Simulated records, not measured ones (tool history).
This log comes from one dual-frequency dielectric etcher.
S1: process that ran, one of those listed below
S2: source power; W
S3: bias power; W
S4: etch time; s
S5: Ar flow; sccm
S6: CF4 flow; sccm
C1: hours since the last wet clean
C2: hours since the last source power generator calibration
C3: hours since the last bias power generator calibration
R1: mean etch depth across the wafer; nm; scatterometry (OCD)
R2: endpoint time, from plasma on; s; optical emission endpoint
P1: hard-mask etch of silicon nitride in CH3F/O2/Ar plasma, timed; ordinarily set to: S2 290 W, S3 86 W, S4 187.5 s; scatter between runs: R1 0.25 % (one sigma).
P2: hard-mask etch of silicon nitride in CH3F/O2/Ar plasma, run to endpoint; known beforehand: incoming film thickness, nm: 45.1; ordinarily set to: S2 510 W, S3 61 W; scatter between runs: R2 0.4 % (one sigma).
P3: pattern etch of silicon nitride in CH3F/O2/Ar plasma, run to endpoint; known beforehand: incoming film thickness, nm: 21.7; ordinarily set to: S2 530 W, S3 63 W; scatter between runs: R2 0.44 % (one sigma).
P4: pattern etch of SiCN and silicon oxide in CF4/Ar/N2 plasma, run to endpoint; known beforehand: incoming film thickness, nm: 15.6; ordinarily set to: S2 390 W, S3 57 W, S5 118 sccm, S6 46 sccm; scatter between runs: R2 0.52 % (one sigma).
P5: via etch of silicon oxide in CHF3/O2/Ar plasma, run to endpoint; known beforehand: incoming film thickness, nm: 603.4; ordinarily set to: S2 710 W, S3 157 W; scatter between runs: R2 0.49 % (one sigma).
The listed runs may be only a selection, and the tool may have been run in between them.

run 1 day=0.250 | S1=P1 S2=290 S3=86 S4=187.5 | C1=354.8 C2=776.4 C3=1114.5 | R1=117.760
run 2 day=0.392 | S1=P4 S2=390 S3=57 S5=118 S6=64 | C1=358.2 C2=779.8 C3=1117.9 | R2=23.089
run 3 day=0.629 | S1=P1 S2=290 S3=115 S4=103.0 | C1=363.9 C2=785.5 C3=1123.6 | R1=72.348
run 4 day=0.829 | S1=P1 S2=290 S3=86 S4=233.0 | C1=368.7 C2=790.3 C3=1128.4 | R1=147.050
run 5 day=1.088 | S1=P5 S2=710 S3=101 | C1=374.9 C2=796.5 C3=1134.6 | R2=350.730
run 6 day=1.317 | S1=P1 S2=290 S3=86 S4=187.5 | C1=380.4 C2=802.0 C3=1140.1 | R1=117.750
run 7 day=1.512 | S1=P1 S2=290 S3=58 S4=187.5 | C1=385.1 C2=806.7 C3=1144.8 | R1=102.590
run 8 day=1.721 | S1=P1 S2=290 S3=108 S4=187.5 | C1=390.1 C2=811.7 C3=1149.8 | R1=128.520
run 9 day=1.975 | S1=P5 S2=710 S3=157 | C1=396.2 C2=817.8 C3=1155.9 | R2=305.590
run 10 day=2.150 | S1=P4 S2=250 S3=57 S5=118 S6=46 | C1=400.4 C2=822.0 C3=1160.1 | R2=35.972
run 11 day=2.292 | S1=P2 S2=510 S3=39 | C1=403.8 C2=825.4 C3=1163.5 | R2=69.623
run 12 day=2.546 | S1=P1 S2=290 S3=86 S4=187.5 | C1=409.9 C2=831.5 C3=1169.6 | R1=117.840
run 13 day=2.675 | S1=P2 S2=510 S3=61 | C1=413.0 C2=834.6 C3=1172.7 | R2=60.847
run 14 day=2.888 | S1=P4 S2=390 S3=57 S5=144 S6=46 | C1=418.1 C2=839.7 C3=1177.8 | R2=25.195
run 15 day=3.008 | S1=P1 S2=210 S3=86 S4=187.5 | C1=421.0 C2=842.6 C3=1180.7 | R1=104.540
run 16 day=3.229 | S1=P1 S2=290 S3=86 S4=112.5 | C1=426.3 C2=847.9 C3=1186.0 | R1=71.067
run 17 day=3.375 | S1=P3 S2=720 S3=63 | C1=429.8 C2=851.4 C3=1189.5 | R2=26.091
run 18 day=3.592 | S1=P1 S2=290 S3=86 S4=187.5 | C1=435.0 C2=856.6 C3=1194.7 | R1=117.890
run 19 day=3.808 | S1=P4 S2=390 S3=57 S5=118 S6=46 | C1=440.2 C2=861.8 C3=1199.9 | R2=24.379
run 20 day=4.000 | S1=P1 S2=390 S3=86 S4=187.5 | C1=444.8 C2=866.4 C3=1204.5 | R1=131.780
run 21 day=4.167 | S1=P2 S2=310 S3=61 | C1=448.8 C2=870.4 C3=1208.5 | R2=73.997
run 22 day=4.417 | S1=P1 S2=290 S3=86 S4=187.5 | C1=454.8 C2=876.4 C3=1214.5 | R1=117.950
run 23 day=4.554 | S1=P4 S2=390 S3=57 S5=118 S6=46 | C1=458.1 C2=879.7 C3=1217.8 | R2=24.572
run 24 day=4.771 | S1=P2 S2=510 S3=61 | C1=463.3 C2=884.9 C3=1223.0 | R2=60.717
run 25 day=4.942 | S1=P5 S2=530 S3=157 | C1=467.4 C2=889.0 C3=1227.1 | R2=341.070
run 26 day=5.062 | S1=P1 S2=290 S3=86 S4=187.5 | C1=470.3 C2=891.9 C3=1230.0 | R1=118.230
run 27 day=5.217 | S1=P3 S2=530 S3=43 | C1=474.0 C2=895.6 C3=1233.7 | R2=33.422
run 28 day=5.408 | S1=P3 S2=530 S3=63 | C1=478.6 C2=900.2 C3=1238.3 | R2=29.526
run 29 day=5.571 | S1=P1 S2=290 S3=86 S4=187.5 | C1=482.5 C2=904.1 C3=1242.2 | R1=118.010
run 30 day=5.775 | S1=P4 S2=390 S3=77 S5=118 S6=46 | C1=487.4 C2=909.0 C3=1247.1 | R2=21.889
run 31 day=5.921 | S1=P1 S2=290 S3=86 S4=187.5 | C1=490.9 C2=912.5 C3=1250.6 | R1=117.710
run 32 day=6.079 | S1=P1 S2=290 S3=86 S4=187.5 | C1=494.7 C2=916.3 C3=1254.4 | R1=117.750
run 33 day=6.229 | S1=P1 S2=290 S3=86 S4=187.5 | C1=498.3 C2=919.9 C3=1258.0 | R1=117.250
run 34 day=6.379 | S1=P1 S2=290 S3=86 S4=187.5 | C1=501.9 C2=923.5 C3=1261.6 | R1=116.560
run 35 day=6.504 | S1=P1 S2=290 S3=86 S4=187.5 | C1=504.9 C2=926.5 C3=1264.6 | R1=116.620
run 36 day=6.738 | S1=P1 S2=290 S3=86 S4=187.5 | C1=510.5 C2=932.1 C3=1270.2 | R1=116.220
run 37 day=7.004 | S1=P1 S2=290 S3=86 S4=187.5 | C1=516.9 C2=938.5 C3=1276.6 | R1=117.070
-- day=7.212 wet clean of the chamber
run 38 day=7.225 | S1=P1 S2=290 S3=86 S4=187.5 | C1=0.3 C2=943.8 C3=1281.9 | R1=115.720
run 39 day=7.346 | S1=P1 S2=290 S3=86 S4=187.5 | C1=3.2 C2=946.7 C3=1284.8 | R1=116.470
run 40 day=7.517 | S1=P1 S2=290 S3=86 S4=187.5 | C1=7.3 C2=950.8 C3=1288.9 | R1=116.260
run 41 day=7.729 | S1=P1 S2=290 S3=86 S4=187.5 | C1=12.4 C2=955.9 C3=1294.0 | R1=116.850

What P1 gives has crept off from where it sat before. The 2 causes that follow fit the log equally well, each at the size noted:
A: bias power that arrives under what is set, % = 3.85
B: source power that arrives under what is set, % = 3.76
The gradual shift began around day 5.921.
Every other cause this tool's parts could produce, and why it does not fit the log:
chamber walls in a state that lowers the etch rate, %: was serviced at day 7.212, once the creep was under way, yet the earlier output never came back

You are offered 4 check runs, listed below with question marks in place of their results; each one averages 5 wafers. Which run separates the listed causes by giving clearly different results for each?
run check 1 day=7.942 | S1=P3 S2=620 S3=48 | R2=?
run check 2 day=7.942 | S1=P4 S2=390 S3=57 S5=118 S6=56 | R2=?
run check 3 day=7.942 | S1=P5 S2=560 S3=132 | R2=?
run check 4 day=7.942 | S1=P2 S2=310 S3=41 | R2=?

Check results expected under each cause:
check=check_1 result=R2 if_A=30.682 if_B=30.793
check=check_2 result=R2 if_A=23.900 if_B=24.388
check=check_3 result=R2 if_A=361.180 if_B=362.110
check=check_4 result=R2 if_A=84.613 if_B=84.884
How far apart the two closest causes lie, in the result that separates them most: check 1 0.36 %; check 2 2.02 %; check 3 0.26 %; check 4 0.32 %
Check 2 is the one run that separates the causes; every other check would come out nearly the same whichever cause is at work.

After running check 2, the following was obtained: R2 23.910 s. Which cause does this point to?

Of the candidate causes, it is A: bias power that arrives under what is set, %.
